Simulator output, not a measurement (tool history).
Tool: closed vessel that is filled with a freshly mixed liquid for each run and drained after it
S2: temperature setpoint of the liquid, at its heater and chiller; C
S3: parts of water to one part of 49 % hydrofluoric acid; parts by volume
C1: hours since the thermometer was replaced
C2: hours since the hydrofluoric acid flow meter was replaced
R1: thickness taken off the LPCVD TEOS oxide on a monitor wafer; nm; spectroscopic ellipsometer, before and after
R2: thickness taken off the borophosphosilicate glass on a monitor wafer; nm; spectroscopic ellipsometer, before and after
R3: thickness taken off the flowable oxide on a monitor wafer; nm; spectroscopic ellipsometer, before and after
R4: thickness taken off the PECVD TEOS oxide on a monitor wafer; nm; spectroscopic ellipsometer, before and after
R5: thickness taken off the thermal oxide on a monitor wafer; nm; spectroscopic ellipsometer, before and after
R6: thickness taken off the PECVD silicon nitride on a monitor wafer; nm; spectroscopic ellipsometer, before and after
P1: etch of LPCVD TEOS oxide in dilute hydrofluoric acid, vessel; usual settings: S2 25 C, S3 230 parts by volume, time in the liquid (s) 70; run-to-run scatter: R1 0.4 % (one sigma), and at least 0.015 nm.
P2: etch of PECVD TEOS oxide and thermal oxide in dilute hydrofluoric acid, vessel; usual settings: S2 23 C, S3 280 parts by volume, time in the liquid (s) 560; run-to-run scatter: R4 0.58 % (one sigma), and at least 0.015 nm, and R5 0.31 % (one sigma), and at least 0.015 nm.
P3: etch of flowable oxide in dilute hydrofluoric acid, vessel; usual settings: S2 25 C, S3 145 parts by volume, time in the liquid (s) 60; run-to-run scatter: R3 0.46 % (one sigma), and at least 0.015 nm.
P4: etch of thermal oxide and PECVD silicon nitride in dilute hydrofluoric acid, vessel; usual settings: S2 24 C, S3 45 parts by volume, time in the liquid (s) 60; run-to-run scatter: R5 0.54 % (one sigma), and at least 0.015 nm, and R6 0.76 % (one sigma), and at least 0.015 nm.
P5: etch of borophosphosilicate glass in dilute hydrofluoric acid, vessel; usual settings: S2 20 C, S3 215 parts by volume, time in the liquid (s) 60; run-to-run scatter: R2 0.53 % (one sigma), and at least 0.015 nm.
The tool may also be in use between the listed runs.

Run 1, hour 9.4: process that ran P1, S2 25 C, S3 230 parts by volume, time in the liquid (s) 70; C1 501.3; C2 1356.4. Result: R1 7.821 nm.
Run 2, hour 24.6: process that ran P5, S2 26.5 C, S3 215 parts by volume, time in the liquid (s) 60; C1 516.5; C2 1371.6. Result: R2 16.756 nm.
Run 3, hour 40.2: process that ran P1, S2 25 C, S3 230 parts by volume, time in the liquid (s) 70; C1 532.1; C2 1387.2. Result: R1 7.8126 nm.
Run 4, hour 52.2: process that ran P3, S2 25 C, S3 220 parts by volume, time in the liquid (s) 60; C1 544.1; C2 1399.2. Result: R3 10.199 nm.
Run 5, hour 68.7: process that ran P3, S2 28.5 C, S3 145 parts by volume, time in the liquid (s) 60; C1 560.6; C2 1415.7. Result: R3 19.091 nm.
Run 6, hour 80.6: process that ran P5, S2 20 C, S3 215 parts by volume, time in the liquid (s) 60; C1 572.5; C2 1427.6. Result: R2 13.126 nm.
Run 7, hour 95.4: process that ran P1, S2 29 C, S3 230 parts by volume, time in the liquid (s) 70; C1 587.3; C2 1442.4. Result: R1 8.9595 nm.
Run 8, hour 111.4: process that ran P2, S2 23 C, S3 460 parts by volume, time in the liquid (s) 560; C1 603.3; C2 1458.4. Result: R4 16.948 nm, R5 4.11 nm.
Run 9, hour 121.7: process that ran P1, S2 25 C, S3 70 parts by volume, time in the liquid (s) 35; C1 613.6; C2 1468.7. Result: R1 15.519 nm.
Run 10, hour 134.8: process that ran P3, S2 25 C, S3 145 parts by volume, time in the liquid (s) 95; C1 626.7; C2 1481.8. Result: R3 26.481 nm.
Run 11, hour 148.8: process that ran P5, S2 20 C, S3 215 parts by volume, time in the liquid (s) 30; C1 640.7; C2 1495.8. Result: R2 6.6795 nm.
Run 12, hour 162.5: process that ran P2, S2 23 C, S3 280 parts by volume, time in the liquid (s) 560; C1 654.4; C2 1509.5. Result: R4 32.526 nm, R5 7.837 nm.
Run 13, hour 173.4: process that ran P4, S2 24 C, S3 20 parts by volume, time in the liquid (s) 60; C1 665.3; C2 1520.4. Result: R5 15.876 nm, R6 7.3538 nm.
Run 14, hour 185.2: process that ran P3, S2 25 C, S3 145 parts by volume, time in the liquid (s) 60; C1 677.1; C2 1532.2. Result: R3 16.633 nm.
Run 15, hour 203.5: process that ran P1, S2 25 C, S3 230 parts by volume, time in the liquid (s) 70; C1 695.4; C2 1550.5. Result: R1 7.8171 nm.
Run 16, hour 215.9: process that ran P1, S2 25 C, S3 230 parts by volume, time in the liquid (s) 30; C1 707.8; C2 1562.9. Result: R1 3.3447 nm.
Run 17, hour 229.1: process that ran P1, S2 25 C, S3 230 parts by volume, time in the liquid (s) 70; C1 721; C2 1576.1. Result: R1 7.7704 nm.
Run 18, hour 247.3: process that ran P1, S2 25 C, S3 230 parts by volume, time in the liquid (s) 70; C1 739.2; C2 1594.3. Result: R1 7.7558 nm.
Run 19, hour 260.9: process that ran P5, S2 20 C, S3 80 parts by volume, time in the liquid (s) 60; C1 752.8; C2 1607.9. Result: R2 41.056 nm.
Run 20, hour 271.5: process that ran P1, S2 25 C, S3 230 parts by volume, time in the liquid (s) 70; C1 763.4; C2 1618.5. Result: R1 7.7594 nm.
Run 21, hour 287.2: process that ran P2, S2 18.5 C, S3 280 parts by volume, time in the liquid (s) 560; C1 779.1; C2 1634.2. Result: R4 27.796 nm, R5 6.6651 nm.
Run 22, hour 300.1: process that ran P5, S2 20 C, S3 215 parts by volume, time in the liquid (s) 60; C1 792; C2 1647.1. Result: R2 13.349 nm.
Run 23, hour 308.8: process that ran P2, S2 23 C, S3 280 parts by volume, time in the liquid (s) 1035; C1 800.7; C2 1655.8. Result: R4 61.018 nm, R5 14.534 nm.
Run 24, hour 323.6: process that ran P1, S2 25 C, S3 90 parts by volume, time in the liquid (s) 70; C1 815.5; C2 1670.6. Result: R1 23.339 nm.
Run 25, hour 340.1: process that ran P4, S2 24 C, S3 45 parts by volume, time in the liquid (s) 60; C1 832; C2 1687.1. Result: R5 6.7886 nm, R6 3.4135 nm.
Run 26, hour 356.9: process that ran P1, S2 25 C, S3 230 parts by volume, time in the liquid (s) 70; C1 848.8; C2 1703.9. Result: R1 7.7867 nm.
Run 27, hour 369.9: process that ran P4, S2 24 C, S3 45 parts by volume, time in the liquid (s) 30; C1 861.8; C2 1716.9. Result: R5 3.3581 nm, R6 1.6716 nm.
Run 28, hour 382.7: process that ran P4, S2 30 C, S3 45 parts by volume, time in the liquid (s) 60; C1 874.6; C2 1729.7. Result: R5 8.7182 nm, R6 5.1204 nm.
Run 29, hour 394.8: process that ran P1, S2 25 C, S3 375 parts by volume, time in the liquid (s) 70; C1 886.7; C2 1741.8. Result: R1 4.147 nm.
Run 30, hour 413.4: process that ran P1, S2 20.5 C, S3 230 parts by volume, time in the liquid (s) 70; C1 905.3; C2 1760.4. Result: R1 6.6218 nm.
Run 31, hour 426.8: process that ran P1, S2 25 C, S3 230 parts by volume, time in the liquid (s) 105; C1 918.7; C2 1773.8. Result: R1 11.729 nm.
Run 32, hour 443.3: process that ran P1, S2 25 C, S3 230 parts by volume, time in the liquid (s) 70; C1 935.2; C2 1790.3. Result: R1 7.7904 nm.
Run 33, hour 460.2: process that ran P1, S2 25 C, S3 230 parts by volume, time in the liquid (s) 70; C1 952.1; C2 1807.2. Result: R1 7.5478 nm.
Run 34, hour 472.4: process that ran P1, S2 25 C, S3 230 parts by volume, time in the liquid (s) 70; C1 964.3; C2 1819.4. Result: R1 7.5523 nm.
Run 35, hour 487.7: process that ran P1, S2 25 C, S3 230 parts by volume, time in the liquid (s) 70; C1 979.6; C2 1834.7. Result: R1 7.3851 nm.
Run 36, hour 503.1: process that ran P1, S2 25 C, S3 230 parts by volume, time in the liquid (s) 70; C1 995; C2 1850.1. Result: R1 7.4184 nm.
Run 37, hour 513: process that ran P1, S2 25 C, S3 230 parts by volume, time in the liquid (s) 70; C1 1004.9; C2 1860. Result: R1 7.4047 nm.
Run 38, hour 523.6: process that ran P1, S2 25 C, S3 230 parts by volume, time in the liquid (s) 70; C1 1015.5; C2 1870.6. Result: R1 7.3575 nm.
Run 39, hour 537.3: process that ran P1, S2 25 C, S3 230 parts by volume, time in the liquid (s) 70; C1 1029.2; C2 1884.3. Result: R1 7.3509 nm.
Run 40, hour 548.2: process that ran P1, S2 25 C, S3 230 parts by volume, time in the liquid (s) 70; C1 1040.1; C2 1895.2. Result: R1 7.3387 nm.
Run 41, hour 560.6: process that ran P1, S2 25 C, S3 230 parts by volume, time in the liquid (s) 70; C1 1052.5; C2 1907.6. Result: R1 7.3545 nm.

What P1 gives has crept away from where it was. These 2 causes fit the log equally well, each at the size given:
A: hydrofluoric acid flow below the setpoint (%) = 4.76
B: liquid colder than its thermometer reads (K) = 1.69
The creep began at about hour 443.3.

4 check runs are offered, one wafer each, their results left as question marks. Which one tells the causes apart?
Run check 1, hour 573: process that ran P3, S2 28.5 C, S3 145 parts by volume, time in the liquid (s) 60. Result: R3 ?.
Run check 2, hour 573: process that ran P2, S2 23 C, S3 280 parts by volume, time in the liquid (s) 980. Result: R4 ?, R5 ?.
Run check 3, hour 573: process that ran P4, S2 28 C, S3 20 parts by volume, time in the liquid (s) 60. Result: R5 ?, R6 ?.
Run check 4, hour 573: process that ran P5, S2 25 C, S3 215 parts by volume, time in the liquid (s) 30. Result: R2 ?.

What each check would give under each cause:
  check  result    if A    if B
check 1      R3  17.992  17.911
check 2      R4  53.893  53.972
check 2      R5  12.926  12.946
check 3      R5  17.783  17.441
check 3      R6   9.311  8.7109
check 4      R2  7.5228  7.5123
How far apart the two closest causes lie, in the result that separates them most: check 1 0.45 %; check 2 0.15 %; check 3 6.66 %; check 4 0.14 %
Only check 3 tells the causes apart: in the others they would give nearly the same result.

Then check 3 was run and gave: R5 17.913 nm; R6 9.2001 nm. Which cause is it?

It is A: hydrofluoric acid flow below the setpoint (%).

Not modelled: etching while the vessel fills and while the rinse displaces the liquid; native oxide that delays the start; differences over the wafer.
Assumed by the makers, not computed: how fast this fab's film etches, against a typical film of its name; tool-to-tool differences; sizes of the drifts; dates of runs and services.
